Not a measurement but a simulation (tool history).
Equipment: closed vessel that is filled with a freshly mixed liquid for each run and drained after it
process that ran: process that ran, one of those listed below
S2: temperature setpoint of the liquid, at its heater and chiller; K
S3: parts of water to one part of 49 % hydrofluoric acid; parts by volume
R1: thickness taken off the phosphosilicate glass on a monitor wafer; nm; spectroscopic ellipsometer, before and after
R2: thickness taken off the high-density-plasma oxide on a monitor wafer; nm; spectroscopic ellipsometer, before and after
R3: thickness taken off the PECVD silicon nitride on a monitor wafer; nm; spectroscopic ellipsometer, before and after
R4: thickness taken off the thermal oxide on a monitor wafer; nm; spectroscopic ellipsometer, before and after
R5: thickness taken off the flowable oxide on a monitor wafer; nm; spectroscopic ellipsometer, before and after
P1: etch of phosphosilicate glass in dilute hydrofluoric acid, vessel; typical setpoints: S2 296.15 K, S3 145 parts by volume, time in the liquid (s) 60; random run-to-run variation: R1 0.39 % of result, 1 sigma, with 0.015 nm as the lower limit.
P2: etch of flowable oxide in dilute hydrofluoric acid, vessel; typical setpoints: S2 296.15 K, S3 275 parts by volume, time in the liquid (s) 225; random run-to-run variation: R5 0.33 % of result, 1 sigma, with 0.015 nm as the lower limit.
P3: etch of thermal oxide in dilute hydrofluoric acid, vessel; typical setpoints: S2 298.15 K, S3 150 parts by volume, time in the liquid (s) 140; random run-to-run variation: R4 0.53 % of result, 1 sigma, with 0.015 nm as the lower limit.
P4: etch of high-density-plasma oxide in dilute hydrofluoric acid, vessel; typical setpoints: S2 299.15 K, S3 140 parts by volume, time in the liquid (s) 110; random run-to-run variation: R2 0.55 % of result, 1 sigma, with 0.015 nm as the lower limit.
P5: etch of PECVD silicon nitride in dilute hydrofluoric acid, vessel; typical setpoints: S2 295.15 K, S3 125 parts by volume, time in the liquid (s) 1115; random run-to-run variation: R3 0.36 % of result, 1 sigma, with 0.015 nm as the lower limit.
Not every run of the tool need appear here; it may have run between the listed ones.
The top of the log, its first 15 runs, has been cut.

Run 16, day 7.100: process that ran P1, S2 296.15 K, S3 145 parts by volume, time in the liquid (s) 60. Result: R1 30.795 nm.
Run 17, day 7.512: process that ran P4, S2 299.15 K, S3 225 parts by volume, time in the liquid (s) 110. Result: R2 2.6060 nm.
Run 18, day 8.004: process that ran P1, S2 296.15 K, S3 145 parts by volume, time in the liquid (s) 30. Result: R1 15.406 nm.
Run 19, day 8.379: process that ran P2, S2 296.15 K, S3 275 parts by volume, time in the liquid (s) 225. Result: R5 15.1420 nm.
Run 20, day 8.746: process that ran P2, S2 296.15 K, S3 275 parts by volume, time in the liquid (s) 225. Result: R5 15.1780 nm.
Run 21, day 9.354: process that ran P5, S2 295.15 K, S3 125 parts by volume, time in the liquid (s) 2120. Result: R3 35.231 nm.
Run 22, day 9.658: process that ran P3, S2 298.15 K, S3 35 parts by volume, time in the liquid (s) 140. Result: R4 21.28400 nm.
Run 23, day 10.262: process that ran P2, S2 290.15 K, S3 275 parts by volume, time in the liquid (s) 225. Result: R5 12.1260 nm.
Run 24, day 10.821: process that ran P4, S2 299.15 K, S3 140 parts by volume, time in the liquid (s) 180. Result: R2 7.5845 nm.
Run 25, day 11.196: process that ran P2, S2 296.15 K, S3 275 parts by volume, time in the liquid (s) 90. Result: R5 6.0535 nm.
Run 26, day 11.567: process that ran P2, S2 296.15 K, S3 115 parts by volume, time in the liquid (s) 225. Result: R5 42.8330 nm.
Run 27, day 12.125: process that ran P1, S2 296.15 K, S3 145 parts by volume, time in the liquid (s) 60. Result: R1 30.833 nm.
Run 28, day 12.529: process that ran P1, S2 296.15 K, S3 145 parts by volume, time in the liquid (s) 105. Result: R1 54.050 nm.
Run 29, day 12.854: process that ran P1, S2 296.15 K, S3 145 parts by volume, time in the liquid (s) 60. Result: R1 30.997 nm.
Run 30, day 13.396: process that ran P3, S2 290.15 K, S3 150 parts by volume, time in the liquid (s) 140. Result: R4 3.12880 nm.
Run 31, day 13.754: process that ran P5, S2 295.15 K, S3 225 parts by volume, time in the liquid (s) 1115. Result: R3 10.451 nm.
Run 32, day 14.375: process that ran P1, S2 296.15 K, S3 145 parts by volume, time in the liquid (s) 60. Result: R1 30.861 nm.
Run 33, day 14.717: process that ran P1, S2 296.15 K, S3 145 parts by volume, time in the liquid (s) 60. Result: R1 30.043 nm.

Forecast run 34:
Run 34, day 15.154: process that ran P1, S2 296.15 K, S3 145 parts by volume, time in the liquid (s) 60. Result: R1 ?.

R1: 29.260 nm

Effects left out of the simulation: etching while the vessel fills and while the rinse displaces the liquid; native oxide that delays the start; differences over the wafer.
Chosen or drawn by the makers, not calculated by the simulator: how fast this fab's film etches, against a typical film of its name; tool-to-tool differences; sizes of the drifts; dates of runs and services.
